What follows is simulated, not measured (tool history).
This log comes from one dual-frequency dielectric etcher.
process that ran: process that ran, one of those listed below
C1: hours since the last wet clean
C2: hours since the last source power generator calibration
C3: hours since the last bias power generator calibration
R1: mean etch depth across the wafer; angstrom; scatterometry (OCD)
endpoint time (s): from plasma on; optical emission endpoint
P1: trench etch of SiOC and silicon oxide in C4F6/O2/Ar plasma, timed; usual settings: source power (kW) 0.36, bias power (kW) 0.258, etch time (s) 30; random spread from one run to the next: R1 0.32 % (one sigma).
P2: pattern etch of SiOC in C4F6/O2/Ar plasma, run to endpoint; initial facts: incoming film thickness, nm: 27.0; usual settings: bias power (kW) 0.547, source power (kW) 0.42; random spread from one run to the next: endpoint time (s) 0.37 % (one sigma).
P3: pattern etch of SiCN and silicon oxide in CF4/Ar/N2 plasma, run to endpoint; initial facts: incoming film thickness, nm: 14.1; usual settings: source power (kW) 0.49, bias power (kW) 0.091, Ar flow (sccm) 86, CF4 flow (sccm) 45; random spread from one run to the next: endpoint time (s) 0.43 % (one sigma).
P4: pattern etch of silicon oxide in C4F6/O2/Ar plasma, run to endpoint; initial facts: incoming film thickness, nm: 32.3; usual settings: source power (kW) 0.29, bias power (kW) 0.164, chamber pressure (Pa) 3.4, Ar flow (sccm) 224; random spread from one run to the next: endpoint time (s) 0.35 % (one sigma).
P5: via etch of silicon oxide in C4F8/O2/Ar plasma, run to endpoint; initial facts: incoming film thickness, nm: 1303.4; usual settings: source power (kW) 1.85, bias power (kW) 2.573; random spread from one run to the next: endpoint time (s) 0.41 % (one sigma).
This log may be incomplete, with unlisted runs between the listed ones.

Run 1, hour 5: process that ran P1, source power (kW) 0.36, bias power (kW) 0.258, etch time (s) 30; C1 199.4; C2 454; C3 1035.6. Result: R1 638.8 angstrom.
Run 2, hour 8.6: process that ran P3, source power (kW) 0.49, bias power (kW) 0.091, Ar flow (sccm) 86, CF4 flow (sccm) 58; C1 203; C2 457.6; C3 1039.2. Result: endpoint time (s) 14.106.
Run 3, hour 15.4: process that ran P2, source power (kW) 0.53, bias power (kW) 0.547; C1 209.8; C2 464.4; C3 1046. Result: endpoint time (s) 7.7964.
Run 4, hour 21.6: process that ran P1, source power (kW) 0.36, bias power (kW) 0.315, etch time (s) 30; C1 216; C2 470.6; C3 1052.2. Result: R1 688.5 angstrom.
Run 5, hour 26.5: process that ran P1, source power (kW) 0.24, bias power (kW) 0.258, etch time (s) 21; C1 220.9; C2 475.5; C3 1057.1. Result: R1 382.15 angstrom.
Run 6, hour 31.8: process that ran P5, source power (kW) 1.85, bias power (kW) 2.573; C1 226.2; C2 480.8; C3 1062.4. Result: endpoint time (s) 245.66.
Run 7, hour 36.3: process that ran P5, source power (kW) 1.85, bias power (kW) 3.205; C1 230.7; C2 485.3; C3 1066.9. Result: endpoint time (s) 231.04.
Run 8, hour 42.6: process that ran P1, source power (kW) 0.36, bias power (kW) 0.258, etch time (s) 38.5; C1 237; C2 491.6; C3 1073.2. Result: R1 823.06 angstrom.
Run 9, hour 46.2: process that ran P4, source power (kW) 0.29, bias power (kW) 0.23, Ar flow (sccm) 224, chamber pressure (Pa) 3.4; C1 240.6; C2 495.2; C3 1076.8. Result: endpoint time (s) 10.296.
Run 10, hour 49.4: process that ran P1, source power (kW) 0.36, bias power (kW) 0.258, etch time (s) 30; C1 243.8; C2 498.4; C3 1080. Result: R1 642.86 angstrom.
Run 11, hour 55.2: process that ran P4, source power (kW) 0.29, bias power (kW) 0.164, Ar flow (sccm) 224, chamber pressure (Pa) 3.4; C1 249.6; C2 504.2; C3 1085.8. Result: endpoint time (s) 11.505.
Run 12, hour 61.1: process that ran P4, source power (kW) 0.29, bias power (kW) 0.164, Ar flow (sccm) 306, chamber pressure (Pa) 3.4; C1 255.5; C2 510.1; C3 1091.7. Result: endpoint time (s) 11.844.
Run 13, hour 65.3: process that ran P2, source power (kW) 0.42, bias power (kW) 0.547; C1 259.7; C2 514.3; C3 1095.9. Result: endpoint time (s) 8.393.
Run 14, hour 71.3: process that ran P3, source power (kW) 0.49, bias power (kW) 0.091, Ar flow (sccm) 86, CF4 flow (sccm) 45; C1 265.7; C2 520.3; C3 1101.9. Result: endpoint time (s) 14.565.
Run 15, hour 75.9: process that ran P4, source power (kW) 0.29, bias power (kW) 0.164, Ar flow (sccm) 224, chamber pressure (Pa) 3.4; C1 270.3; C2 524.9; C3 1106.5. Result: endpoint time (s) 11.477.
Run 16, hour 80.3: process that ran P3, source power (kW) 0.49, bias power (kW) 0.091, Ar flow (sccm) 109, CF4 flow (sccm) 45; C1 274.7; C2 529.3; C3 1110.9. Result: endpoint time (s) 14.984.
Run 17, hour 87.3: process that ran P1, source power (kW) 0.36, bias power (kW) 0.258, etch time (s) 30; C1 281.7; C2 536.3; C3 1117.9. Result: R1 639.42 angstrom.
Run 18, hour 91.4: process that ran P4, source power (kW) 0.29, bias power (kW) 0.164, Ar flow (sccm) 224, chamber pressure (Pa) 4.33; C1 285.8; C2 540.4; C3 1122. Result: endpoint time (s) 11.802.
Run 19, hour 97.6: process that ran P1, source power (kW) 0.36, bias power (kW) 0.339, etch time (s) 43; C1 292; C2 546.6; C3 1128.2. Result: R1 1014.1 angstrom.
Run 20, hour 101.2: process that ran P1, source power (kW) 0.27, bias power (kW) 0.258, etch time (s) 30; C1 295.6; C2 550.2; C3 1131.8. Result: R1 577.53 angstrom.
Run 21, hour 104.8: process that ran P1, source power (kW) 0.36, bias power (kW) 0.258, etch time (s) 30; C1 299.2; C2 553.8; C3 1135.4. Result: R1 640.42 angstrom.
Run 22, hour 108.3: process that ran P1, source power (kW) 0.36, bias power (kW) 0.258, etch time (s) 30; C1 302.7; C2 557.3; C3 1138.9. Result: R1 639.46 angstrom.
Run 23, hour 114: process that ran P4, source power (kW) 0.38, bias power (kW) 0.164, Ar flow (sccm) 224, chamber pressure (Pa) 3.4; C1 308.4; C2 563; C3 1144.6. Result: endpoint time (s) 10.381.
Run 24, hour 118.8: process that ran P1, source power (kW) 0.36, bias power (kW) 0.308, etch time (s) 37; C1 313.2; C2 567.8; C3 1149.4. Result: R1 843.88 angstrom.
Run 25, hour 124.2: process that ran P1, source power (kW) 0.36, bias power (kW) 0.258, etch time (s) 16.5; C1 318.6; C2 573.2; C3 1154.8. Result: R1 353.51 angstrom.
Run 26, hour 128.7: process that ran P3, source power (kW) 0.49, bias power (kW) 0.06, Ar flow (sccm) 86, CF4 flow (sccm) 45; C1 323.1; C2 577.7; C3 1159.3. Result: endpoint time (s) 17.119.
Run 27, hour 135.4: process that ran P5, source power (kW) 2.59, bias power (kW) 2.573; C1 329.8; C2 584.4; C3 1166. Result: endpoint time (s) 214.29.
Run 28, hour 140.5: process that ran P5, source power (kW) 1.85, bias power (kW) 2.573; C1 334.9; C2 589.5; C3 1171.1. Result: endpoint time (s) 245.
Run 29, hour 145: process that ran P3, source power (kW) 0.49, bias power (kW) 0.091, Ar flow (sccm) 86, CF4 flow (sccm) 45; C1 339.4; C2 594; C3 1175.6. Result: endpoint time (s) 14.685.
Run 30, hour 151.5: process that ran P1, source power (kW) 0.36, bias power (kW) 0.258, etch time (s) 30; C1 345.9; C2 600.5; C3 1182.1. Result: R1 637.64 angstrom.
Run 31, hour 157.3: process that ran P1, source power (kW) 0.36, bias power (kW) 0.162, etch time (s) 30; C1 351.7; C2 606.3; C3 1187.9. Result: R1 550.94 angstrom.
Run 32, hour 162.9: process that ran P2, source power (kW) 0.42, bias power (kW) 0.325; C1 357.3; C2 611.9; C3 1193.5. Result: endpoint time (s) 10.224.
Run 33, hour 168.2: process that ran P1, source power (kW) 0.43, bias power (kW) 0.258, etch time (s) 30; C1 362.6; C2 617.2; C3 1198.8. Result: R1 682.84 angstrom.
Run 34, hour 171.5: process that ran P3, source power (kW) 0.6, bias power (kW) 0.091, Ar flow (sccm) 86, CF4 flow (sccm) 45; C1 365.9; C2 620.5; C3 1202.1. Result: endpoint time (s) 12.248.
Run 35, hour 176.2: process that ran P1, source power (kW) 0.36, bias power (kW) 0.258, etch time (s) 30; C1 370.6; C2 625.2; C3 1206.8. Result: R1 640.52 angstrom.
Run 36, hour 182.2: process that ran P1, source power (kW) 0.36, bias power (kW) 0.258, etch time (s) 30; C1 376.6; C2 631.2; C3 1212.8. Result: R1 639.53 angstrom.
Run 37, hour 186: process that ran P1, source power (kW) 0.36, bias power (kW) 0.258, etch time (s) 30; C1 380.4; C2 635; C3 1216.6. Result: R1 636.86 angstrom.
Run 38, hour 193: process that ran P1, source power (kW) 0.36, bias power (kW) 0.258, etch time (s) 30; C1 387.4; C2 642; C3 1223.6. Result: R1 632.49 angstrom.
Run 39, hour 198.9: process that ran P1, source power (kW) 0.36, bias power (kW) 0.258, etch time (s) 30; C1 393.3; C2 647.9; C3 1229.5. Result: R1 636.88 angstrom.
Run 40, hour 203.4: process that ran P1, source power (kW) 0.36, bias power (kW) 0.258, etch time (s) 30; C1 397.8; C2 652.4; C3 1234. Result: R1 634.78 angstrom.
Run 41, hour 207.2: process that ran P1, source power (kW) 0.36, bias power (kW) 0.258, etch time (s) 30; C1 401.6; C2 656.2; C3 1237.8. Result: R1 635.7 angstrom.
Run 42, hour 212.1: process that ran P1, source power (kW) 0.36, bias power (kW) 0.258, etch time (s) 30; C1 406.5; C2 661.1; C3 1242.7. Result: R1 630.26 angstrom.
At hour 214.2: wet clean of the chamber.
Run 43, hour 217.1: process that ran P1, source power (kW) 0.36, bias power (kW) 0.258, etch time (s) 30; C1 3; C2 666.1; C3 1247.7. Result: R1 631.16 angstrom.
Run 44, hour 222.6: process that ran P1, source power (kW) 0.36, bias power (kW) 0.258, etch time (s) 30; C1 8.5; C2 671.6; C3 1253.2. Result: R1 631.37 angstrom.
Run 45, hour 228.9: process that ran P1, source power (kW) 0.36, bias power (kW) 0.258, etch time (s) 30; C1 14.8; C2 677.9; C3 1259.5. Result: R1 627.81 angstrom.

What P1 gives has crept away from where it was. These 2 causes fit the log equally well, each at the size given:
A: source power that arrives under what is set, % = 4.09
B: bias power that arrives under what is set, % = 4.55
Creep in the process output first set in at about hour 176.2.
Each remaining cause and why it is not a fit:
chamber walls in a state that lowers the etch rate, %: its service at hour 214.2 followed the start of the drift and did not put the process back to its old value

Each of the check runs listed below is run on 2 wafers and reports their average, with the results left as question marks. Pick the one under which the possible causes would lead to clearly different results.
Run check 1, hour 235.2: process that ran P5, source power (kW) 1.85, bias power (kW) 3.137. Result: endpoint time (s) ?.
Run check 2, hour 235.2: process that ran P3, source power (kW) 0.49, bias power (kW) 0.061, Ar flow (sccm) 86, CF4 flow (sccm) 51. Result: endpoint time (s) ?.
Run check 3, hour 235.2: process that ran P4, source power (kW) 0.29, bias power (kW) 0.217, Ar flow (sccm) 284, chamber pressure (Pa) 3.4. Result: endpoint time (s) ?.
Run check 4, hour 235.2: process that ran P2, source power (kW) 0.49, bias power (kW) 0.353. Result: endpoint time (s) ?.

Expected result of each check under each candidate cause:
  check             result    if A    if B
check 1  endpoint time (s)  234.91  234.53
check 2  endpoint time (s)  17.106  16.741
check 3  endpoint time (s)  10.945  10.941
check 4  endpoint time (s)  9.5095  9.5142
Minimum pairwise separation of causes per check, each pair taken at its best-separating result: check 1 0.16 %; check 2 2.16 %; check 3 0.04 %; check 4 0.05 %
The other checks would show nearly matching results whichever cause is true, so check 2 is the only one that separates the causes.

The results of check 2 are: endpoint time (s) 17.15. Based on these, which of the listed causes is it?

Of the candidate causes, it is A: source power that arrives under what is set, %.
